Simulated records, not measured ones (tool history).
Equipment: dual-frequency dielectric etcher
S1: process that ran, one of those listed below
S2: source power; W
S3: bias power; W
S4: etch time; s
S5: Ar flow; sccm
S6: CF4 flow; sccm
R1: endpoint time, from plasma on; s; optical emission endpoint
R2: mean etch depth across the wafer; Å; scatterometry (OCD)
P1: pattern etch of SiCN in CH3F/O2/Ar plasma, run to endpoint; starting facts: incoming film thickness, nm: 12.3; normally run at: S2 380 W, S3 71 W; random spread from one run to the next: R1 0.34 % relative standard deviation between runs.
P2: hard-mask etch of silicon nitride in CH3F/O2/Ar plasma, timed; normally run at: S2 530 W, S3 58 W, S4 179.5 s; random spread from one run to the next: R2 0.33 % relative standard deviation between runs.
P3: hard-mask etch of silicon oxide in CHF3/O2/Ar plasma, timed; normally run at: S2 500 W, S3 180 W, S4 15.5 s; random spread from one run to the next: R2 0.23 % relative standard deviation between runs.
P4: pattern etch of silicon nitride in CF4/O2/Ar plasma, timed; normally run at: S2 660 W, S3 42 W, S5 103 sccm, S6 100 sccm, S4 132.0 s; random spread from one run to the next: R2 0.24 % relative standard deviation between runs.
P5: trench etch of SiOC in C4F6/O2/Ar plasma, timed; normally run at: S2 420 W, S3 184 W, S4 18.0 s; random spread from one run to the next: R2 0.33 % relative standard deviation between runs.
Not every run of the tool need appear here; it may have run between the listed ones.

run   hour  S1   S2   S3     S4   S5   S6      R1       R2
  1    2.2  P1  380   71                   33.802
  2    4.7  P5  420  184   18.0                     391.44
  3    7.1  P1  500   46                   35.304
  4   11.4  P5  420  225   18.0                     416.83
  5   15.3  P2  530   76  179.5                    1462.60
  6   18.2  P1  380   71                   34.044
  7   20.3  P1  550   71                   29.476
  8   23.5  P5  420  184   25.0                     542.73
  9   26.8  P4  660   42  132.0  103  100          2948.20
 10   29.7  P1  440   95                   28.914
 11   32.4  P4  660   29  132.0  103  100          2621.20
 12   36.6  P3  500  180    9.5                     170.64
 13   39.6  P2  690   58  179.5                    1471.60
 14   41.6  P1  380   71                   33.887
 15   45.3  P2  530   58  119.0                     879.29
 16   49.0  P1  380   88                   31.248
 17   52.1  P1  380   71                   33.750
 18   54.2  P4  660   42  132.0  103   59          2734.50
 19   57.6  P1  230   71                   40.689
 20   61.8  P5  250  184   18.0                     320.24
 21   66.2  P3  500  180   15.5                     278.67
 22   68.8  P1  290   54                   41.144
 23   70.9  P1  380   55                   36.892
 24   74.4  P4  660   42   72.5  103  100          1626.30
 25   76.7  P1  380   71                   33.679
 26   80.3  P4  660   42  132.0  103  100          2959.60
 27   84.0  P3  500  253   15.5                     314.02
 28   88.1  P3  680  180   15.5                     312.37
 29   91.9  P4  460   42  132.0  103  100          2160.20
 30   95.8  P3  500  180   15.5                     277.86
 31   98.2  P5  420  184   18.0                     390.71
 32  102.4  P1  380   71                   33.924
 33  104.6  P4  660   42  132.0  134  100          2863.80
 34  107.7  P2  530   58  179.5                    1326.20
 35  110.6  P1  380   71                   33.697
 36  114.9  P1  380   71                   34.142
 37  117.4  P1  380   71                   34.180
 38  119.7  P1  380   71                   34.246
 39  124.0  P1  380   71                   34.243
 40  126.4  P1  380   71                   34.440
     128.9  -- wet clean of the chamber
 41  130.8  P1  380   71                   34.316
 42  134.5  P1  380   71                   34.496
 43  138.6  P1  380   71                   34.438

Something has made what P1 gives creep away from where it was; the 2 causes below, each at its own stated size, fit the log equally well:
A: source power that arrives under what is set, % = 4.41
B: bias power that arrives under what is set, % = 4.7
Onset of the creep was near hour 110.6.
What rules out each remaining cause:
chamber walls in a state that lowers the etch rate, %: maintenance at hour 128.9, after the shift began, did not return the process to its former output

Below are 4 check runs, each on a single wafer, with their results shown as question marks. Which of them would tell the listed causes apart, meaning the causes would give clearly different results under it?
check 1  142.7  P3  660  180   12.5                ?
check 2  142.7  P5  340  184   24.5                ?
check 3  142.7  P2  530   76  179.5                ?
check 4  142.7  P4  660   42   76.5  103  80       ?

What every check run would give for each of its results, assuming each possible cause in turn:
  check  result     if A     if B
check 1      R2   245.30   245.61
check 2      R2   482.16   483.15
check 3      R2  1430.40  1431.70
check 4      R2  1599.00  1634.50
Separation of the two closest causes in each check, using whichever result separates them best: check 1 0.13 %; check 2 0.2 %; check 3 0.09 %; check 4 2.19 %
The causes can be told apart only by check 4. The other checks would give nearly the same results under each of them.

Check 4 was then run and gave: R2 1602.80 Å. Which cause is it?

It is A: source power that arrives under what is set, %.
